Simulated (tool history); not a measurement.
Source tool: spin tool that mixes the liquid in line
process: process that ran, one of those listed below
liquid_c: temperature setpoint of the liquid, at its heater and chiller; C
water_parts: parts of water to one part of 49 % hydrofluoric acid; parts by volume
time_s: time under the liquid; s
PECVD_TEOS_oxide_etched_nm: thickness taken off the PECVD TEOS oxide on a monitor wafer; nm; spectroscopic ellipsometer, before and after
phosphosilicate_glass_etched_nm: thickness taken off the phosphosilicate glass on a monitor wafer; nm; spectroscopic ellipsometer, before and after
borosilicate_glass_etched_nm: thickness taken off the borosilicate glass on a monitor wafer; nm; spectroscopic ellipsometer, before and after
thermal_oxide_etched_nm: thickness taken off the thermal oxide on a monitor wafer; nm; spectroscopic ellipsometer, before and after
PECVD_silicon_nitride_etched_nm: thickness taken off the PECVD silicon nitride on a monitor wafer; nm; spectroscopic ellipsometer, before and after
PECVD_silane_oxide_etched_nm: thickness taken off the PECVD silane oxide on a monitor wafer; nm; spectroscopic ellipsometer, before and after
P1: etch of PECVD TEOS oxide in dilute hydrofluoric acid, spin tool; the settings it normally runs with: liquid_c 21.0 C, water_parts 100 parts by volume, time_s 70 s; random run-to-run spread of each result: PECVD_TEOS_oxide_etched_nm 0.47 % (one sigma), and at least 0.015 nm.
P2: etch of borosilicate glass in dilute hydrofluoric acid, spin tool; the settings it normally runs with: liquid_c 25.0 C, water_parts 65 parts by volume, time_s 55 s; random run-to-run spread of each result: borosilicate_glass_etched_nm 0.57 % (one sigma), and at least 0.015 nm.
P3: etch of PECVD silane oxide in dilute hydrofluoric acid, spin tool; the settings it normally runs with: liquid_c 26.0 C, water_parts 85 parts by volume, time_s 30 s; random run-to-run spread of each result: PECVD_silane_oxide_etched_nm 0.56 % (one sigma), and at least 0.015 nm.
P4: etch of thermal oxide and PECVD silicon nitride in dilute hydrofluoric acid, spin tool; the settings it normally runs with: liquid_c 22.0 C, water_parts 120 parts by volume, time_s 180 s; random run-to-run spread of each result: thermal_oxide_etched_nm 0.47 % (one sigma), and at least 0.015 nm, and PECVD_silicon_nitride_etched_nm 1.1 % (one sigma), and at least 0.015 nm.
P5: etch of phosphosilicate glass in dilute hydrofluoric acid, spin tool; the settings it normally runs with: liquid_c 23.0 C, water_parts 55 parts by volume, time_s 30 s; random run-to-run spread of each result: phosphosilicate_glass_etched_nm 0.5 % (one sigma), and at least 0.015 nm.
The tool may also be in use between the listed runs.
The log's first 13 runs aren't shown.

| run | hour | process | liquid_c | water_parts | time_s | hours since the thermometer was replaced | hours since the hydrofluoric acid flow meter was replaced | PECVD_TEOS_oxide_etched_nm | phosphosilicate_glass_etched_nm | borosilicate_glass_etched_nm | thermal_oxide_etched_nm | PECVD_silicon_nitride_etched_nm | PECVD_silane_oxide_etched_nm |
|---|---|---|---|---|---|---|---|---|---|---|---|---|---|
| 14 | 58.4 | P1 | 21.0 | 100 | 135 | 1012.3 | 888.6 | 19.2250 |  |  |  |  |  |
| 15 | 63.2 | P4 | 22.0 | 120 | 180 | 1017.1 | 893.4 |  |  |  | 6.2038 | 2.3452 |  |
| 16 | 66.7 | P1 | 21.0 | 100 | 70 | 1020.6 | 896.9 | 10.0180 |  |  |  |  |  |
| 17 | 71.3 | P5 | 23.0 | 55 | 30 | 1025.2 | 901.5 |  | 58.383 |  |  |  |  |
| 18 | 74.8 | P5 | 23.0 | 85 | 30 | 1028.7 | 905.0 |  | 36.565 |  |  |  |  |
| 19 | 77.5 | P1 | 21.0 | 100 | 70 | 1031.4 | 907.7 | 10.0940 |  |  |  |  |  |
| 20 | 81.6 | P1 | 21.0 | 35 | 70 | 1035.5 | 911.8 | 30.7080 |  |  |  |  |  |
| 21 | 87.0 | P4 | 22.0 | 120 | 180 | 1040.9 | 917.2 |  |  |  | 6.2321 | 2.2952 |  |
| 22 | 92.3 | P1 | 17.0 | 100 | 70 | 1046.2 | 922.5 | 8.4601 |  |  |  |  |  |
| 23 | 97.7 | P2 | 25.0 | 65 | 55 | 1051.6 | 927.9 |  |  | 28.116 |  |  |  |
| 24 | 100.8 | P2 | 25.0 | 20 | 55 | 1054.7 | 931.0 |  |  | 96.457 |  |  |  |
| 25 | 104.2 | P1 | 21.0 | 100 | 15 | 1058.1 | 934.4 | 2.1157 |  |  |  |  |  |
| 26 | 108.6 | P1 | 27.0 | 100 | 70 | 1062.5 | 938.8 | 12.6530 |  |  |  |  |  |
| 27 | 114.2 | P3 | 26.0 | 125 | 30 | 1068.1 | 944.4 |  |  |  |  |  | 4.5638 |
|  | 115.4 | thermometer replaced |
| 28 | 120.2 | P5 | 29.0 | 55 | 30 | 4.8 | 950.4 |  | 74.578 |  |  |  |  |

For run 29, what comes out?
| 29 | 123.4 | P1 | 21.0 | 100 | 70 | 8.0 | 953.6 | ? |  |  |  |  |  |

Run 29 came out at PECVD_TEOS_oxide_etched_nm 9.8983 nm.
